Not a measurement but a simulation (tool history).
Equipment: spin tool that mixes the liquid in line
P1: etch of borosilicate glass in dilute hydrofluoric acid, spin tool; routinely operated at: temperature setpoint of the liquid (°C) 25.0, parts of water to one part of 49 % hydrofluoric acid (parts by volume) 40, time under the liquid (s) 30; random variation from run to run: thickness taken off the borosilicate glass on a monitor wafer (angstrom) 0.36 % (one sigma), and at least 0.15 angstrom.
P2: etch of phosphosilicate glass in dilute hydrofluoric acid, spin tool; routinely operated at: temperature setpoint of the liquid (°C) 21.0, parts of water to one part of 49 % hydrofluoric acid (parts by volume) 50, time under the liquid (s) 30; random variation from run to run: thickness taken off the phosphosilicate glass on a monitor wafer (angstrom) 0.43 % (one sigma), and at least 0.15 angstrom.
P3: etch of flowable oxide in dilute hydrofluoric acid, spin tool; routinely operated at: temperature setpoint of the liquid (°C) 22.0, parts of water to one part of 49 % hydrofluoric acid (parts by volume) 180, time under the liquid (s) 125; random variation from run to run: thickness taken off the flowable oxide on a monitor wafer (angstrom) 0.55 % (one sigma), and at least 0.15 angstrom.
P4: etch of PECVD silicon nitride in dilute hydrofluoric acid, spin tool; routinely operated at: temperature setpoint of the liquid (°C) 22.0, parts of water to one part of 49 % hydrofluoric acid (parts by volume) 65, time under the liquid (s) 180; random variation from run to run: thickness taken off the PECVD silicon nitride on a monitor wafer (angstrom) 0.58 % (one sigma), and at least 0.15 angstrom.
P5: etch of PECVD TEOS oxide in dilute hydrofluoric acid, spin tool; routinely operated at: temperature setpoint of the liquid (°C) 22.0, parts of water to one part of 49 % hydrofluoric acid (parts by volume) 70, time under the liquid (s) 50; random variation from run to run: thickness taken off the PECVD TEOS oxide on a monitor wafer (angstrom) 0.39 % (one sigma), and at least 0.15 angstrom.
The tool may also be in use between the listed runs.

run,day,process that ran,temperature setpoint of the liquid (°C),parts of water to one part of 49 % hydrofluoric acid (parts by volume),time under the liquid (s),thickness taken off the borosilicate glass on a monitor wafer (angstrom),thickness taken off the PECVD TEOS oxide on a monitor wafer (angstrom),thickness taken off the flowable oxide on a monitor wafer (angstrom),thickness taken off the phosphosilicate glass on a monitor wafer (angstrom),thickness taken off the PECVD silicon nitride on a monitor wafer (angstrom)
1,0.329,P1,25.0,40,30,270.36,,,,
2,1.038,P5,22.0,70,50,,60.500,,,
3,1.679,P1,21.5,40,15,116.36,,,,
4,2.379,P3,22.0,180,125,,,240.050,,
5,2.883,P2,21.0,50,30,,,,685.89,
6,3.242,P1,25.0,40,55,493.84,,,,
7,3.842,P3,22.0,180,25,,,47.894,,
8,4.300,P5,22.0,70,75,,91.422,,,
9,5.000,P1,21.0,40,55,416.88,,,,
10,5.538,P1,25.0,40,30,270.24,,,,
11,5.950,P2,21.0,70,30,,,,481.12,
12,6.642,P2,21.0,50,15,,,,344.14,
13,7.288,P4,17.0,65,180,,,,,28.4470
14,7.821,P4,22.0,65,180,,,,,40.3630
15,8.175,P2,26.5,50,30,,,,863.47,
16,8.562,P1,25.0,40,30,268.71,,,,
17,8.883,P3,22.0,305,125,,,125.270,,
18,9.504,P5,22.0,125,50,,31.902,,,
19,10.054,P3,27.0,180,125,,,285.890,,
20,10.646,P1,25.0,70,30,147.71,,,,
21,10.954,P4,22.0,30,180,,,,,86.4790
22,11.300,P1,17.5,40,30,194.87,,,,
23,11.921,P1,25.0,40,15,134.73,,,,
24,12.408,P1,25.0,40,30,271.42,,,,
25,13.083,P5,17.0,70,50,,49.527,,,
26,13.721,P1,25.0,20,30,560.04,,,,
27,14.233,P4,22.0,65,180,,,,,40.1930
28,14.917,P1,25.0,40,30,270.06,,,,
29,15.608,P4,22.0,65,25,,,,,5.6067
30,15.992,P1,25.0,40,30,268.77,,,,
31,16.638,P1,30.0,40,30,328.56,,,,
32,16.992,P1,25.0,40,30,268.15,,,,
33,17.646,P1,25.0,40,30,261.03,,,,
34,18.171,P1,25.0,40,30,256.27,,,,
35,18.533,P1,25.0,40,30,256.22,,,,
36,19.154,P1,25.0,40,30,254.33,,,,
37,19.779,P1,25.0,40,30,251.06,,,,
38,20.454,P1,25.0,40,30,252.12,,,,
39,20.796,P1,25.0,40,30,251.88,,,,
40,21.500,P1,25.0,40,30,252.20,,,,

The log shows P1 creeping away from where it was. Any of the 2 causes listed here, at the size stated for it, fits the log just as well as the others:
A: liquid colder than its thermometer reads (K) = 1.69
B: hydrofluoric acid flow below the setpoint (%) = 6.38
The gradual shift began around day 16.992.

Each of the 4 check runs below uses one wafer; its results are left as question marks. Which run tells the causes apart?
check 1,22.204,P5,22.0,70,50,,?,,,
check 2,22.204,P3,22.0,180,125,,,?,,
check 3,22.204,P4,22.0,65,180,,,,,?
check 4,22.204,P2,21.0,50,30,,,,?,

Outcome of each check run for each possible cause:
check,result,if A,if B
check 1,thickness taken off the PECVD TEOS oxide on a monitor wafer (angstrom),56.629,56.537
check 2,thickness taken off the flowable oxide on a monitor wafer (angstrom),224.710,221.690
check 3,thickness taken off the PECVD silicon nitride on a monitor wafer (angstrom),36.0770,37.9680
check 4,thickness taken off the phosphosilicate glass on a monitor wafer (angstrom),642.57,643.55
Smallest distance between any two causes, each pair judged by its most separating result, in per cent: check 1 0.16 %; check 2 1.35 %; check 3 5.11 %; check 4 0.15 %
The other checks would show nearly matching results whichever cause is true, so check 3 is the only one that separates the causes.

The results of check 3 are: thickness taken off the PECVD silicon nitride on a monitor wafer (angstrom) 36.3330. Based on these, which of the listed causes is it?

The correct cause is A, namely: liquid colder than its thermometer reads (K).
